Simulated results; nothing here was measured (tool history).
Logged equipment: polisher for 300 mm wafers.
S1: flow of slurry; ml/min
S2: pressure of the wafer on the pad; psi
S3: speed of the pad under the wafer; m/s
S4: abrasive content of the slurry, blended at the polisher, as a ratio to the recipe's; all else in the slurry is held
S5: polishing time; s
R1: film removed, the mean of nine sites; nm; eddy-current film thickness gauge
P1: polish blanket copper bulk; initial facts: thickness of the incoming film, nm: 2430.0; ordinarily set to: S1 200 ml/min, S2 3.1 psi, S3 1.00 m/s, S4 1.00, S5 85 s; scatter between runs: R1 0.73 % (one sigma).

Run 1, day 0.408: S1 200 ml/min, S2 3.1 psi, S3 1.00 m/s, S4 1.00, S5 85 s. Result: R1 932.08 nm.
Run 2, day 1.071: S1 200 ml/min, S2 3.1 psi, S3 1.00 m/s, S4 1.00, S5 108 s. Result: R1 1176.40 nm.
At day 1.150: slurry blender recalibrated.
Run 3, day 1.642: S1 200 ml/min, S2 3.1 psi, S3 1.00 m/s, S4 1.30, S5 85 s. Result: R1 990.71 nm.
Run 4, day 2.250: S1 200 ml/min, S2 3.1 psi, S3 1.00 m/s, S4 1.00, S5 85 s. Result: R1 941.36 nm.
Run 5, day 2.633: S1 200 ml/min, S2 4.3 psi, S3 1.00 m/s, S4 1.00, S5 85 s. Result: R1 1306.00 nm.
Run 6, day 2.988: S1 200 ml/min, S2 3.1 psi, S3 1.00 m/s, S4 1.00, S5 85 s. Result: R1 937.57 nm.
Run 7, day 3.279: S1 200 ml/min, S2 2.1 psi, S3 1.00 m/s, S4 1.00, S5 85 s. Result: R1 633.59 nm.
Run 8, day 3.808: S1 250 ml/min, S2 1.9 psi, S3 1.00 m/s, S4 1.00, S5 85 s. Result: R1 589.65 nm.
Run 9, day 4.246: S1 200 ml/min, S2 3.1 psi, S3 1.58 m/s, S4 1.00, S5 85 s. Result: R1 1471.20 nm.
At day 4.279: slurry nozzle cleaned.
Run 10, day 4.871: S1 305 ml/min, S2 3.1 psi, S3 1.00 m/s, S4 1.00, S5 85 s. Result: R1 975.74 nm.
Run 11, day 5.529: S1 120 ml/min, S2 3.1 psi, S3 1.00 m/s, S4 1.00, S5 85 s. Result: R1 861.09 nm.
Run 12, day 5.988: S1 200 ml/min, S2 3.1 psi, S3 1.00 m/s, S4 1.00, S5 85 s. Result: R1 928.80 nm.
Run 13, day 6.475: S1 200 ml/min, S2 3.1 psi, S3 0.58 m/s, S4 1.00, S5 85 s. Result: R1 542.62 nm.
Run 14, day 7.096: S1 200 ml/min, S2 3.1 psi, S3 1.00 m/s, S4 1.00, S5 49 s. Result: R1 543.93 nm.
Run 15, day 7.688: S1 200 ml/min, S2 3.1 psi, S3 1.00 m/s, S4 0.55, S5 85 s. Result: R1 841.77 nm.
Run 16, day 8.204: S1 200 ml/min, S2 3.1 psi, S3 1.00 m/s, S4 1.00, S5 85 s. Result: R1 945.81 nm.
Run 17, day 8.617: S1 200 ml/min, S2 3.1 psi, S3 1.00 m/s, S4 1.00, S5 85 s. Result: R1 931.67 nm.
Run 18, day 9.171: S1 200 ml/min, S2 3.1 psi, S3 1.00 m/s, S4 1.00, S5 85 s. Result: R1 926.49 nm.
Run 19, day 9.525: S1 200 ml/min, S2 3.1 psi, S3 1.00 m/s, S4 1.00, S5 85 s. Result: R1 915.71 nm.
Run 20, day 9.900: S1 200 ml/min, S2 3.1 psi, S3 1.00 m/s, S4 1.00, S5 85 s. Result: R1 899.85 nm.
Run 21, day 10.271: S1 200 ml/min, S2 3.1 psi, S3 1.00 m/s, S4 1.00, S5 85 s. Result: R1 882.33 nm.
Run 22, day 10.746: S1 200 ml/min, S2 3.1 psi, S3 1.00 m/s, S4 1.00, S5 85 s. Result: R1 875.54 nm.
At day 10.958: head pressure recalibrated.
Run 23, day 11.162: S1 200 ml/min, S2 3.1 psi, S3 1.00 m/s, S4 1.00, S5 85 s. Result: R1 873.55 nm.

The next listed run, before its measurement:
At day 11.462: slurry blender recalibrated.
Run 24, day 11.738: S1 200 ml/min, S2 3.1 psi, S3 1.00 m/s, S4 1.00, S5 85 s. Result: R1 ?.

Run 24 yielded R1 858.32 nm.

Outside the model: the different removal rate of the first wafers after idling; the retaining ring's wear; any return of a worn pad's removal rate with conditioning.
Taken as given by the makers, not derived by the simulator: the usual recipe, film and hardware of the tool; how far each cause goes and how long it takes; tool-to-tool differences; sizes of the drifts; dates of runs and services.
